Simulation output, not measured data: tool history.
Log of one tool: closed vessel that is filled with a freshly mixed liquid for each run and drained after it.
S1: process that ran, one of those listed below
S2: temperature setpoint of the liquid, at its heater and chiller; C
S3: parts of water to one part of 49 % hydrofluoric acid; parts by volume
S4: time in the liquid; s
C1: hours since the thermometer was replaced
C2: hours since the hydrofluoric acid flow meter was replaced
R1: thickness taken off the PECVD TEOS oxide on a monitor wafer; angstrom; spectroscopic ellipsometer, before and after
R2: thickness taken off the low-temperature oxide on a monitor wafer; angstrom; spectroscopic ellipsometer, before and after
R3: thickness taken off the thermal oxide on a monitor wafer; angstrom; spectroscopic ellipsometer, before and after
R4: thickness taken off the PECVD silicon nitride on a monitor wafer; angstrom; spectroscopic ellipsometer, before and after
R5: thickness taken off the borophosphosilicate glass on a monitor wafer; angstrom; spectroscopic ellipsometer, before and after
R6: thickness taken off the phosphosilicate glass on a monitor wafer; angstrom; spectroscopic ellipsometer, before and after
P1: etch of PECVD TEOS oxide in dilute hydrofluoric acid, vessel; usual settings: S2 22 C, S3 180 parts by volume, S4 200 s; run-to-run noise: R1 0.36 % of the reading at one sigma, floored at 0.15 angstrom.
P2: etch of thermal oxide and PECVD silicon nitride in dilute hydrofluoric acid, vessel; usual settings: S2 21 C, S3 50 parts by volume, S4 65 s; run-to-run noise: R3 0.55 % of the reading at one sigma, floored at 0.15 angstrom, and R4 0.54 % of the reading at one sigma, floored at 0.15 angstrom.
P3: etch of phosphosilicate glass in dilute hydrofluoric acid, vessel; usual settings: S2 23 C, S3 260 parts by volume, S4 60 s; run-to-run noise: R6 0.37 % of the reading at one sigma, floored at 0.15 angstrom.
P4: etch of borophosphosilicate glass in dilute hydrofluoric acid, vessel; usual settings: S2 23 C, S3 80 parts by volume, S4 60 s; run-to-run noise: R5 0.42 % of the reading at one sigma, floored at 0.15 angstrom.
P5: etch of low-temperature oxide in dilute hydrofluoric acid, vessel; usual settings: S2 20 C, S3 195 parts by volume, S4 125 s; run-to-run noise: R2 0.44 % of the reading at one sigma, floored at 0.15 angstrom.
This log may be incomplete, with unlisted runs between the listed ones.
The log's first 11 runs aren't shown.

run   hour  S1    S2   S3   S4     C1      C2      R1      R2      R3      R4      R5      R6
 12  100.6  P4    23   80   60  323.5   955.4                                  267.38
 13  109.4  P1    22  180  110  332.3   964.2  49.452
 14  118.7  P2    21   30   65  341.6   973.5                  96.715  63.911
 15  127.2  P1    17  180  200  350.1     982  73.967
 16  134.5  P4    23   25   60  357.4   989.3                                  915.03
 17  143.3  P3  30.5  260   60  366.2   998.1                                          153.66
       146  -- thermometer replaced
 18  151.5  P3    23  260   30    5.5  1006.3                                          59.431
 19    160  P3    23  425   60     14  1014.8                                          62.527
 20  167.8  P4    18   80   60   21.8  1022.6                                  213.37
 21    177  P1    30  180  200     31  1031.8  120.49
 22  181.8  P3    23  260   60   35.8  1036.6                                          118.93
 23  191.7  P3    23  260   60   45.7  1046.5                                          118.33
 24  199.5  P2  26.5   50   65   53.5  1054.3                  70.675  56.241
 25  208.5  P1    22  180  200   62.5  1063.3  90.181
 26  216.8  P4    23   80   30   70.8  1071.6                                  132.63
 27  224.8  P1    22   40  200   78.8  1079.6  474.24
 28    234  P2    21   50   65     88  1088.8                  56.627  39.416
 29  240.9  P1    22  180  350   94.9  1095.7   156.8
 30  250.2  P5    20  270  125  104.2    1105          113.23
 31  259.3  P1    22  180  200  113.3  1114.1  89.321
 32  266.2  P1    22  180  200  120.2    1121  88.216

Run 33 has not been measured yet. What should we expect?
 33  276.4  P1  22  180  200  130.4  1131.2   ?

{"run 33": {"R1": 85.836}}

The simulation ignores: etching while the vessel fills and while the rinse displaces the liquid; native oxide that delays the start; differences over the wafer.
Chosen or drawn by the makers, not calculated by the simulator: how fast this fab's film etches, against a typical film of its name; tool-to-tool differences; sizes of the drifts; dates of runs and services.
